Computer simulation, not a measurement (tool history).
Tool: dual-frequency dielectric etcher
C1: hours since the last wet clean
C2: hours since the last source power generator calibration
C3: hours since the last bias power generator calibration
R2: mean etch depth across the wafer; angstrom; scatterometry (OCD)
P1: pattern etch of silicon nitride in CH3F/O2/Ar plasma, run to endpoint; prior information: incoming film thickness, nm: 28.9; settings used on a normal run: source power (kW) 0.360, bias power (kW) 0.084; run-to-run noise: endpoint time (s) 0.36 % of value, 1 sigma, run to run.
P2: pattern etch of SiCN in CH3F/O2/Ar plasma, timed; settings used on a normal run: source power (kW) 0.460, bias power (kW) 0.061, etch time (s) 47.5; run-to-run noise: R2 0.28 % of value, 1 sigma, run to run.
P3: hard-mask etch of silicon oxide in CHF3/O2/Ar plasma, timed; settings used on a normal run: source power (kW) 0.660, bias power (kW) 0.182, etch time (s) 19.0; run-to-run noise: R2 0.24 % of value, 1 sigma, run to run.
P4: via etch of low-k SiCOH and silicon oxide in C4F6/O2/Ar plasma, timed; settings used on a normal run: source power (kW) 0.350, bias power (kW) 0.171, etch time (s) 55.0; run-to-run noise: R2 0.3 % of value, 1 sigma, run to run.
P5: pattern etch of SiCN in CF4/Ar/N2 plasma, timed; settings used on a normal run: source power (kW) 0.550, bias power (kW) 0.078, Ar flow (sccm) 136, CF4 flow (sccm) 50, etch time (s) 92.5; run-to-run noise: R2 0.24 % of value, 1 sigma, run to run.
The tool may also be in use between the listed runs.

Run 1, hour 7.3: process that ran P1, source power (kW) 0.360, bias power (kW) 0.084; C1 53.7; C2 2829.7; C3 1786.2. Result: endpoint time (s) 40.243.
Run 2, hour 12.0: process that ran P5, source power (kW) 0.550, bias power (kW) 0.078, Ar flow (sccm) 170, CF4 flow (sccm) 50, etch time (s) 92.5; C1 58.4; C2 2834.4; C3 1790.9. Result: R2 832.32 angstrom.
Run 3, hour 15.5: process that ran P3, source power (kW) 0.660, bias power (kW) 0.182, etch time (s) 19.0; C1 61.9; C2 2837.9; C3 1794.4. Result: R2 385.43 angstrom.
Run 4, hour 20.7: process that ran P2, source power (kW) 0.460, bias power (kW) 0.061, etch time (s) 66.0; C1 67.1; C2 2843.1; C3 1799.6. Result: R2 239.11 angstrom.
Run 5, hour 25.4: process that ran P4, source power (kW) 0.350, bias power (kW) 0.132, etch time (s) 55.0; C1 71.8; C2 2847.8; C3 1804.3. Result: R2 1154.40 angstrom.
Run 6, hour 32.6: process that ran P4, source power (kW) 0.350, bias power (kW) 0.171, etch time (s) 42.0; C1 79.0; C2 2855.0; C3 1811.5. Result: R2 950.26 angstrom.
Run 7, hour 38.2: process that ran P5, source power (kW) 0.550, bias power (kW) 0.078, Ar flow (sccm) 136, CF4 flow (sccm) 50, etch time (s) 92.5; C1 84.6; C2 2860.6; C3 1817.1. Result: R2 866.16 angstrom.
Run 8, hour 43.0: process that ran P5, source power (kW) 0.550, bias power (kW) 0.078, Ar flow (sccm) 136, CF4 flow (sccm) 50, etch time (s) 117.0; C1 89.4; C2 2865.4; C3 1821.9. Result: R2 1093.90 angstrom.
Run 9, hour 46.9: process that ran P1, source power (kW) 0.360, bias power (kW) 0.109; C1 93.3; C2 2869.3; C3 1825.8. Result: endpoint time (s) 36.590.
Run 10, hour 54.1: process that ran P2, source power (kW) 0.460, bias power (kW) 0.050, etch time (s) 47.5; C1 100.5; C2 2876.5; C3 1833.0. Result: R2 161.00 angstrom.
Run 11, hour 59.2: process that ran P3, source power (kW) 0.660, bias power (kW) 0.182, etch time (s) 11.5; C1 105.6; C2 2881.6; C3 1838.1. Result: R2 233.22 angstrom.
Run 12, hour 63.2: process that ran P5, source power (kW) 0.550, bias power (kW) 0.078, Ar flow (sccm) 136, CF4 flow (sccm) 66, etch time (s) 92.5; C1 109.6; C2 2885.6; C3 1842.1. Result: R2 903.43 angstrom.
Run 13, hour 70.0: process that ran P3, source power (kW) 0.660, bias power (kW) 0.110, etch time (s) 19.0; C1 116.4; C2 2892.4; C3 1848.9. Result: R2 327.55 angstrom.
At hour 74.1: bias power generator calibrated.
Run 14, hour 76.3: process that ran P1, source power (kW) 0.360, bias power (kW) 0.084; C1 122.7; C2 2898.7; C3 2.3. Result: endpoint time (s) 40.129.
Run 15, hour 83.1: process that ran P1, source power (kW) 0.270, bias power (kW) 0.084; C1 129.5; C2 2905.5; C3 9.1. Result: endpoint time (s) 44.652.
Run 16, hour 87.1: process that ran P1, source power (kW) 0.360, bias power (kW) 0.064; C1 133.5; C2 2909.5; C3 13.1. Result: endpoint time (s) 43.936.
Run 17, hour 92.3: process that ran P5, source power (kW) 0.380, bias power (kW) 0.078, Ar flow (sccm) 136, CF4 flow (sccm) 50, etch time (s) 92.5; C1 138.7; C2 2914.7; C3 18.3. Result: R2 630.87 angstrom.
Run 18, hour 98.0: process that ran P4, source power (kW) 0.350, bias power (kW) 0.171, etch time (s) 55.0; C1 144.4; C2 2920.4; C3 24.0. Result: R2 1246.10 angstrom.
Run 19, hour 103.1: process that ran P2, source power (kW) 0.640, bias power (kW) 0.061, etch time (s) 47.5; C1 149.5; C2 2925.5; C3 29.1. Result: R2 196.13 angstrom.
Run 20, hour 107.7: process that ran P4, source power (kW) 0.500, bias power (kW) 0.171, etch time (s) 55.0; C1 154.1; C2 2930.1; C3 33.7. Result: R2 1432.40 angstrom.
Run 21, hour 111.8: process that ran P2, source power (kW) 0.460, bias power (kW) 0.061, etch time (s) 47.5; C1 158.2; C2 2934.2; C3 37.8. Result: R2 172.53 angstrom.
Run 22, hour 116.0: process that ran P5, source power (kW) 0.550, bias power (kW) 0.078, Ar flow (sccm) 136, CF4 flow (sccm) 50, etch time (s) 92.5; C1 162.4; C2 2938.4; C3 42.0. Result: R2 866.67 angstrom.
Run 23, hour 121.8: process that ran P3, source power (kW) 0.420, bias power (kW) 0.182, etch time (s) 19.0; C1 168.2; C2 2944.2; C3 47.8. Result: R2 324.15 angstrom.
Run 24, hour 125.9: process that ran P5, source power (kW) 0.550, bias power (kW) 0.102, Ar flow (sccm) 136, CF4 flow (sccm) 50, etch time (s) 92.5; C1 172.3; C2 2948.3; C3 51.9. Result: R2 961.38 angstrom.
Run 25, hour 130.3: process that ran P2, source power (kW) 0.460, bias power (kW) 0.061, etch time (s) 47.5; C1 176.7; C2 2952.7; C3 56.3. Result: R2 173.84 angstrom.
Run 26, hour 137.7: process that ran P1, source power (kW) 0.440, bias power (kW) 0.084; C1 184.1; C2 2960.1; C3 63.7. Result: endpoint time (s) 37.434.
Run 27, hour 145.2: process that ran P1, source power (kW) 0.360, bias power (kW) 0.084; C1 191.6; C2 2967.6; C3 71.2. Result: endpoint time (s) 40.330.
Run 28, hour 149.5: process that ran P1, source power (kW) 0.490, bias power (kW) 0.115; C1 195.9; C2 2971.9; C3 75.5. Result: endpoint time (s) 31.814.
Run 29, hour 155.5: process that ran P1, source power (kW) 0.360, bias power (kW) 0.084; C1 201.9; C2 2977.9; C3 81.5. Result: endpoint time (s) 40.206.
Run 30, hour 161.9: process that ran P1, source power (kW) 0.360, bias power (kW) 0.084; C1 208.3; C2 2984.3; C3 87.9. Result: endpoint time (s) 40.266.
Run 31, hour 169.5: process that ran P1, source power (kW) 0.360, bias power (kW) 0.084; C1 215.9; C2 2991.9; C3 95.5. Result: endpoint time (s) 40.783.
Run 32, hour 175.1: process that ran P1, source power (kW) 0.360, bias power (kW) 0.084; C1 221.5; C2 2997.5; C3 101.1. Result: endpoint time (s) 40.550.
At hour 178.3: wet clean of the chamber.
Run 33, hour 178.6: process that ran P1, source power (kW) 0.360, bias power (kW) 0.084; C1 0.4; C2 3001.0; C3 104.6. Result: endpoint time (s) 40.566.

Run 34, settings as shown, results not yet in. Your forecast:
Run 34, hour 184.0: process that ran P1, source power (kW) 0.360, bias power (kW) 0.084; C1 5.8; C2 3006.4; C3 110.0. Result: endpoint time (s) ?.

endpoint time (s): 41.074
